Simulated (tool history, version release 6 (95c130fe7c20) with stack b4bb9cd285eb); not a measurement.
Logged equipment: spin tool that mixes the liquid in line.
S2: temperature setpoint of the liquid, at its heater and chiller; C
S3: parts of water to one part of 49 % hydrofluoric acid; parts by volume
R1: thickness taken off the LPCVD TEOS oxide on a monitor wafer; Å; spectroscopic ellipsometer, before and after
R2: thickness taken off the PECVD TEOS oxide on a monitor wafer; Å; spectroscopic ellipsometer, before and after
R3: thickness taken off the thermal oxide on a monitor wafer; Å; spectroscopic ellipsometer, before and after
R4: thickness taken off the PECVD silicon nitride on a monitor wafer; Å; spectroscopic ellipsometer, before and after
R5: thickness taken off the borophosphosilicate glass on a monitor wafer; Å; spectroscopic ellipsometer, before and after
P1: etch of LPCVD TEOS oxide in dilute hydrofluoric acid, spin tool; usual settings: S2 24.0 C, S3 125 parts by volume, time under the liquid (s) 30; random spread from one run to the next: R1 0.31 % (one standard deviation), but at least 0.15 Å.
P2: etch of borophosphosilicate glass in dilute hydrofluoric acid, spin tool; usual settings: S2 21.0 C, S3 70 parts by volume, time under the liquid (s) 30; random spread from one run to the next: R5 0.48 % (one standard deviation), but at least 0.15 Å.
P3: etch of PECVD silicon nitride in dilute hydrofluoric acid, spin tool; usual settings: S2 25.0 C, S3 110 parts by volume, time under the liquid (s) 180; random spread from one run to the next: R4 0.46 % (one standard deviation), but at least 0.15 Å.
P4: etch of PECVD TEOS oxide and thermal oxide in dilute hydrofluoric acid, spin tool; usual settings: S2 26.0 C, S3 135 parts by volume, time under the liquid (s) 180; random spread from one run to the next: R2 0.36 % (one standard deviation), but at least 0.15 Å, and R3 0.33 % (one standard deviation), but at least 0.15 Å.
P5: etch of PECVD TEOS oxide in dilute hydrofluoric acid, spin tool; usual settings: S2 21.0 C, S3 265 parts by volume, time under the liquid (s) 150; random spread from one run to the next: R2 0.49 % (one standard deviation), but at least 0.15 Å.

{"run": 1, "hour": 5.0, "process that ran": "P1", "S2": 24.0, "S3": 125, "time under the liquid (s)": 30, "R1": 126.23}
{"run": 2, "hour": 9.3, "process that ran": "P1", "S2": 24.0, "S3": 200, "time under the liquid (s)": 30, "R1": 72.898}
{"run": 3, "hour": 15.4, "process that ran": "P1", "S2": 24.0, "S3": 65, "time under the liquid (s)": 15, "R1": 130.9}
{"run": 4, "hour": 20.9, "process that ran": "P4", "S2": 26.0, "S3": 135, "time under the liquid (s)": 180, "R2": 192.46, "R3": 63.201}
{"run": 5, "hour": 23.9, "process that ran": "P3", "S2": 20.5, "S3": 110, "time under the liquid (s)": 180, "R4": 71.79}
{"run": 6, "hour": 28.0, "process that ran": "P4", "S2": 19.5, "S3": 135, "time under the liquid (s)": 180, "R2": 150.44, "R3": 48.631}
{"run": 7, "hour": 33.2, "process that ran": "P1", "S2": 24.0, "S3": 125, "time under the liquid (s)": 15, "R1": 63.347}
{"run": 8, "hour": 37.7, "process that ran": "P4", "S2": 26.0, "S3": 135, "time under the liquid (s)": 15, "R2": 15.848, "R3": 5.2534}
{"run": 9, "hour": 43.1, "process that ran": "P2", "S2": 21.0, "S3": 70, "time under the liquid (s)": 30, "R5": 195.22}
{"run": 10, "hour": 46.2, "process that ran": "P1", "S2": 24.0, "S3": 125, "time under the liquid (s)": 30, "R1": 125.94}
{"run": 11, "hour": 52.2, "process that ran": "P1", "S2": 24.0, "S3": 125, "time under the liquid (s)": 30, "R1": 125.76}
{"run": 12, "hour": 58.8, "process that ran": "P4", "S2": 26.0, "S3": 250, "time under the liquid (s)": 180, "R2": 91.727, "R3": 29.792}
{"run": 13, "hour": 63.2, "process that ran": "P1", "S2": 27.5, "S3": 125, "time under the liquid (s)": 50, "R1": 241.06}
{"run": 14, "hour": 69.9, "process that ran": "P1", "S2": 20.5, "S3": 180, "time under the liquid (s)": 30, "R1": 72.218}
{"run": 15, "hour": 75.4, "process that ran": "P4", "S2": 26.0, "S3": 135, "time under the liquid (s)": 180, "R2": 192.76, "R3": 62.715}
{"run": 16, "hour": 79.8, "process that ran": "P2", "S2": 17.0, "S3": 70, "time under the liquid (s)": 30, "R5": 165.17}
{"hour": 82.8, "done": "thermometer replaced"}
{"run": 17, "hour": 86.5, "process that ran": "P5", "S2": 21.0, "S3": 265, "time under the liquid (s)": 25, "R2": 7.1085}
{"run": 18, "hour": 92.7, "process that ran": "P2", "S2": 21.0, "S3": 70, "time under the liquid (s)": 15, "R5": 98.039}
{"run": 19, "hour": 95.9, "process that ran": "P1", "S2": 24.0, "S3": 125, "time under the liquid (s)": 30, "R1": 126.21}
{"run": 20, "hour": 101.8, "process that ran": "P1", "S2": 24.0, "S3": 125, "time under the liquid (s)": 55, "R1": 231.89}
{"run": 21, "hour": 105.9, "process that ran": "P3", "S2": 25.0, "S3": 110, "time under the liquid (s)": 20, "R4": 10.775}
{"run": 22, "hour": 112.8, "process that ran": "P5", "S2": 17.0, "S3": 265, "time under the liquid (s)": 150, "R2": 36.549}
{"run": 23, "hour": 118.4, "process that ran": "P3", "S2": 25.0, "S3": 195, "time under the liquid (s)": 180, "R4": 54.529}
{"run": 24, "hour": 123.6, "process that ran": "P1", "S2": 24.0, "S3": 125, "time under the liquid (s)": 30, "R1": 126.4}

Expected results for the next run?
{"run": 25, "hour": 127.3, "process that ran": "P1", "S2": 24.0, "S3": 125, "time under the liquid (s)": 30, "R1": "?"}

Logged for run 25: R1 127.060 Å.
